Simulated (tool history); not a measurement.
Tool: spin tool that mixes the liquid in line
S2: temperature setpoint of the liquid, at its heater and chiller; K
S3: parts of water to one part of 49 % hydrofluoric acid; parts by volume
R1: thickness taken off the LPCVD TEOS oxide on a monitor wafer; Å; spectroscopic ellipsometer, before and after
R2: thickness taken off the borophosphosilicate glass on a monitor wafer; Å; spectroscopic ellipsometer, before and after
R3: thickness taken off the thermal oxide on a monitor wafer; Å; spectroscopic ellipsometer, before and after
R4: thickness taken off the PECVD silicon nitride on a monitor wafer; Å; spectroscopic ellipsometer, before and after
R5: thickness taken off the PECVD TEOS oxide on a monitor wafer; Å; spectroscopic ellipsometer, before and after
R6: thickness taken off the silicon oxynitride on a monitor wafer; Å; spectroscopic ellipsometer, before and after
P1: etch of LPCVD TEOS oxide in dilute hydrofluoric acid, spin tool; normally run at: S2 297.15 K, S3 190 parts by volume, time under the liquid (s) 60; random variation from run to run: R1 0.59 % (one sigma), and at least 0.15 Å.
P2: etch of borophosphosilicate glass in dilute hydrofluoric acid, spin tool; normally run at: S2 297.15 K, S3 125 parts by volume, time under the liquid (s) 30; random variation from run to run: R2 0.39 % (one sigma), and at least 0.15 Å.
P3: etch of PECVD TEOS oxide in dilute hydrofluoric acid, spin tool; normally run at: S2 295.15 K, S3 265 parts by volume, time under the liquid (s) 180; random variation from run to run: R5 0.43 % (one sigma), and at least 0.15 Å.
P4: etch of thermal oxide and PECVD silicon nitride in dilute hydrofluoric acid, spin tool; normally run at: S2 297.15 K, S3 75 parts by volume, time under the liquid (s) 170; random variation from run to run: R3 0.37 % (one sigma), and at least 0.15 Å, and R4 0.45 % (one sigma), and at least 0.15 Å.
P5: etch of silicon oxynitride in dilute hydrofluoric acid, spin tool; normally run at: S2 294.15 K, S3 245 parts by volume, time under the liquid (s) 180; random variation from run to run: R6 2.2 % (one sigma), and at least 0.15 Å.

{"run": 1, "hour": 12.3, "process that ran": "P1", "S2": 297.15, "S3": 190, "time under the liquid (s)": 60, "R1": 51.579}
{"run": 2, "hour": 22.7, "process that ran": "P1", "S2": 301.65, "S3": 305, "time under the liquid (s)": 60, "R1": 33.551}
{"run": 3, "hour": 32.3, "process that ran": "P1", "S2": 297.15, "S3": 190, "time under the liquid (s)": 25, "R1": 21.657}
{"run": 4, "hour": 46.0, "process that ran": "P2", "S2": 297.15, "S3": 125, "time under the liquid (s)": 30, "R2": 207.99}
{"run": 5, "hour": 53.6, "process that ran": "P2", "S2": 297.15, "S3": 125, "time under the liquid (s)": 45, "R2": 309.63}
{"run": 6, "hour": 69.5, "process that ran": "P2", "S2": 304.15, "S3": 125, "time under the liquid (s)": 30, "R2": 269.03}
{"run": 7, "hour": 84.2, "process that ran": "P1", "S2": 297.15, "S3": 190, "time under the liquid (s)": 60, "R1": 52.235}
{"hour": 94.2, "done": "hydrofluoric acid flow meter replaced"}
{"run": 8, "hour": 95.8, "process that ran": "P4", "S2": 297.15, "S3": 115, "time under the liquid (s)": 170, "R3": 68.677, "R4": 47.975}
{"run": 9, "hour": 111.6, "process that ran": "P1", "S2": 304.15, "S3": 190, "time under the liquid (s)": 60, "R1": 66.489}
{"run": 10, "hour": 122.0, "process that ran": "P1", "S2": 297.15, "S3": 305, "time under the liquid (s)": 60, "R1": 29.02}
{"run": 11, "hour": 137.1, "process that ran": "P4", "S2": 302.15, "S3": 75, "time under the liquid (s)": 170, "R3": 133.73, "R4": 101.79}
{"run": 12, "hour": 151.3, "process that ran": "P1", "S2": 297.15, "S3": 190, "time under the liquid (s)": 60, "R1": 52.081}
{"run": 13, "hour": 166.5, "process that ran": "P3", "S2": 295.15, "S3": 265, "time under the liquid (s)": 180, "R5": 87.513}
{"run": 14, "hour": 176.0, "process that ran": "P4", "S2": 297.15, "S3": 75, "time under the liquid (s)": 265, "R3": 170.94, "R4": 113.41}
{"run": 15, "hour": 189.7, "process that ran": "P5", "S2": 300.65, "S3": 245, "time under the liquid (s)": 180, "R6": 13.157}
{"run": 16, "hour": 196.6, "process that ran": "P3", "S2": 300.65, "S3": 265, "time under the liquid (s)": 180, "R5": 107.09}
{"run": 17, "hour": 208.2, "process that ran": "P1", "S2": 297.15, "S3": 190, "time under the liquid (s)": 60, "R1": 51.345}
{"run": 18, "hour": 221.7, "process that ran": "P3", "S2": 295.15, "S3": 110, "time under the liquid (s)": 180, "R5": 251.27}
{"run": 19, "hour": 236.2, "process that ran": "P3", "S2": 295.15, "S3": 265, "time under the liquid (s)": 325, "R5": 159.1}
{"run": 20, "hour": 251.0, "process that ran": "P1", "S2": 290.15, "S3": 190, "time under the liquid (s)": 60, "R1": 39.863}
{"run": 21, "hour": 258.7, "process that ran": "P5", "S2": 294.15, "S3": 245, "time under the liquid (s)": 90, "R6": 4.6161}
{"run": 22, "hour": 270.7, "process that ran": "P5", "S2": 294.15, "S3": 110, "time under the liquid (s)": 180, "R6": 23.874}
{"run": 23, "hour": 282.6, "process that ran": "P1", "S2": 297.15, "S3": 290, "time under the liquid (s)": 30, "R1": 15.518}
{"run": 24, "hour": 291.6, "process that ran": "P1", "S2": 297.15, "S3": 190, "time under the liquid (s)": 110, "R1": 95.93}
{"run": 25, "hour": 299.1, "process that ran": "P1", "S2": 300.15, "S3": 190, "time under the liquid (s)": 35, "R1": 34.599}
{"run": 26, "hour": 314.5, "process that ran": "P2", "S2": 297.15, "S3": 190, "time under the liquid (s)": 30, "R2": 126.95}
{"run": 27, "hour": 323.0, "process that ran": "P5", "S2": 294.15, "S3": 245, "time under the liquid (s)": 180, "R6": 9.2304}
{"run": 28, "hour": 331.4, "process that ran": "P1", "S2": 297.15, "S3": 190, "time under the liquid (s)": 60, "R1": 52.47}
{"run": 29, "hour": 338.9, "process that ran": "P1", "S2": 297.15, "S3": 190, "time under the liquid (s)": 60, "R1": 52.311}
{"run": 30, "hour": 345.9, "process that ran": "P1", "S2": 297.15, "S3": 70, "time under the liquid (s)": 60, "R1": 162.65}
{"run": 31, "hour": 359.2, "process that ran": "P4", "S2": 297.15, "S3": 75, "time under the liquid (s)": 170, "R3": 110.55, "R4": 73.691}
{"run": 32, "hour": 368.2, "process that ran": "P1", "S2": 297.15, "S3": 190, "time under the liquid (s)": 60, "R1": 52.305}
{"run": 33, "hour": 376.0, "process that ran": "P1", "S2": 297.15, "S3": 190, "time under the liquid (s)": 60, "R1": 53.231}
{"run": 34, "hour": 391.1, "process that ran": "P1", "S2": 297.15, "S3": 190, "time under the liquid (s)": 60, "R1": 53.961}
{"run": 35, "hour": 405.2, "process that ran": "P1", "S2": 297.15, "S3": 190, "time under the liquid (s)": 60, "R1": 54.999}
{"run": 36, "hour": 420.2, "process that ran": "P1", "S2": 297.15, "S3": 190, "time under the liquid (s)": 60, "R1": 55.595}
{"run": 37, "hour": 432.0, "process that ran": "P1", "S2": 297.15, "S3": 190, "time under the liquid (s)": 60, "R1": 55.412}
{"run": 38, "hour": 447.4, "process that ran": "P1", "S2": 297.15, "S3": 190, "time under the liquid (s)": 60, "R1": 55.984}

Run 39 comes next. What will it give?
{"run": 39, "hour": 458.9, "process that ran": "P1", "S2": 297.15, "S3": 190, "time under the liquid (s)": 60, "R1": "?"}

{"run 39": {"R1": 55.406}}
